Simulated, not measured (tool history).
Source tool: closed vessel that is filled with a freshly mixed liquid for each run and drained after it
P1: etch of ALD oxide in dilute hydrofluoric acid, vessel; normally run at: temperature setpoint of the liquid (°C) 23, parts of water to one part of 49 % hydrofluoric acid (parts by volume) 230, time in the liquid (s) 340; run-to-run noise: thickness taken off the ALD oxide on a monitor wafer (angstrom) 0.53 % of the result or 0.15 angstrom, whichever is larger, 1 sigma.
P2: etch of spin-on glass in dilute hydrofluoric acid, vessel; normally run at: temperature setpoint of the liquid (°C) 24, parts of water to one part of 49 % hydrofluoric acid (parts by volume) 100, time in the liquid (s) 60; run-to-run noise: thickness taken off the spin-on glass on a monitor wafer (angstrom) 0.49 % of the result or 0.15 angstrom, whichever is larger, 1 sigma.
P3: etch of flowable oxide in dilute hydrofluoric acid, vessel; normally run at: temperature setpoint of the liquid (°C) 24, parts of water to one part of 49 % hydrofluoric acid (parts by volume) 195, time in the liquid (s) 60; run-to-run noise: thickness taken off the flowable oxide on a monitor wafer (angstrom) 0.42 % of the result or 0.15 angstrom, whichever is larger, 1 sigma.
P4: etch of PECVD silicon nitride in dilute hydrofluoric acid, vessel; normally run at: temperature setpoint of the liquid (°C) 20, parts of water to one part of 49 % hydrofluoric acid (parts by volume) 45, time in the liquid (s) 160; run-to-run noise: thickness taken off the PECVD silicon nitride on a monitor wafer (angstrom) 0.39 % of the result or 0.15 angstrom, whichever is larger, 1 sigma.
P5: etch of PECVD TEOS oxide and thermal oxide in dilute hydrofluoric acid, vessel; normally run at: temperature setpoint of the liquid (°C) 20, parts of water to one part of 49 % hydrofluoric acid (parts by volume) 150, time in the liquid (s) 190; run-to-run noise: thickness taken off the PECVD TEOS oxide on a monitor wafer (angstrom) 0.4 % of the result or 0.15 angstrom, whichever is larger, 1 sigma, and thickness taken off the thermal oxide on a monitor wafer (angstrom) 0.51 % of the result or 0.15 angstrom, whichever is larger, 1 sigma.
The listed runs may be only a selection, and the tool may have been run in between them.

run,day,process that ran,temperature setpoint of the liquid (°C),parts of water to one part of 49 % hydrofluoric acid (parts by volume),time in the liquid (s),hours since the thermometer was replaced,hours since the hydrofluoric acid flow meter was replaced,thickness taken off the ALD oxide on a monitor wafer (angstrom),thickness taken off the spin-on glass on a monitor wafer (angstrom),thickness taken off the flowable oxide on a monitor wafer (angstrom),thickness taken off the PECVD silicon nitride on a monitor wafer (angstrom),thickness taken off the PECVD TEOS oxide on a monitor wafer (angstrom),thickness taken off the thermal oxide on a monitor wafer (angstrom)
1,0.4,P1,23,230,340,392.2,420.3,278.06,,,,,
2,0.679,P1,23,110,340,398.9,427,658.95,,,,,
3,1.1,P2,24,100,30,409,437.1,,128.99,,,,
4,1.533,P2,24,155,60,419.4,447.5,,156.29,,,,
5,1.888,P1,23,230,340,427.9,456,279.58,,,,,
6,2.262,P1,17,100,340,436.9,465,579.35,,,,,
7,2.508,P3,24,195,60,442.8,470.9,,,118.22,,,
8,2.779,P1,23,230,85,449.3,477.4,69.963,,,,,
9,3.212,P4,20,45,80,459.7,487.8,,,,29.772,,
10,3.454,P1,17,365,340,465.5,493.6,125.29,,,,,
11,3.717,P5,20,150,370,471.8,499.9,,,,,389.74,88.965
12,3.954,P1,23,230,340,477.5,505.6,279.83,,,,,
13,4.188,P1,23,365,340,483.1,511.2,155.26,,,,,
14,4.442,P4,20,45,160,489.2,517.3,,,,59.133,,
15,4.808,P1,23,230,340,498,526.1,279.29,,,,,
16,5.279,P2,24,100,60,509.3,537.4,,258.25,,,,
17,5.725,P1,23,230,340,520,548.1,282.54,,,,,
18,6.067,P3,24,195,60,528.2,556.3,,,118.24,,,
19,6.358,P1,23,230,340,535.2,563.3,281.31,,,,,
20,6.579,P3,24,70,60,540.5,568.6,,,383.38,,,
21,6.988,P4,27.5,45,160,550.3,578.4,,,,97.345,,
22,7.288,P4,20,70,160,557.5,585.6,,,,38.38,,
23,7.612,P5,25.5,150,190,565.3,593.4,,,,,250.98,56.254
24,7.838,P3,31,195,60,570.7,598.8,,,151.37,,,
25,8.317,P1,23,230,550,582.2,610.3,452.45,,,,,
26,8.579,P5,20,265,190,588.5,616.6,,,,,101.51,23.117
27,8.946,P5,20,150,190,597.3,625.4,,,,,200.19,45.383
28,9.233,P3,24,195,30,604.2,632.3,,,59.192,,,
29,9.533,P1,17,230,340,611.4,639.5,221.59,,,,,
30,9.821,P5,20,150,190,618.3,646.4,,,,,202.49,44.992
31,10.088,P1,28.5,230,340,624.7,652.8,339.18,,,,,
32,10.321,P2,28.5,100,60,630.3,658.4,,309.34,,,,
33,10.804,P1,30.5,230,630,641.9,670,670.12,,,,,
34,11.142,P1,23,230,340,650,678.1,274.46,,,,,
35,11.35,P1,23,230,340,655,683.1,287.45,,,,,

Expected results for the next run?
36,11.717,P1,23,230,340,663.8,691.9,?,,,,,

Run 36 yielded thickness taken off the ALD oxide on a monitor wafer (angstrom) 295.77.

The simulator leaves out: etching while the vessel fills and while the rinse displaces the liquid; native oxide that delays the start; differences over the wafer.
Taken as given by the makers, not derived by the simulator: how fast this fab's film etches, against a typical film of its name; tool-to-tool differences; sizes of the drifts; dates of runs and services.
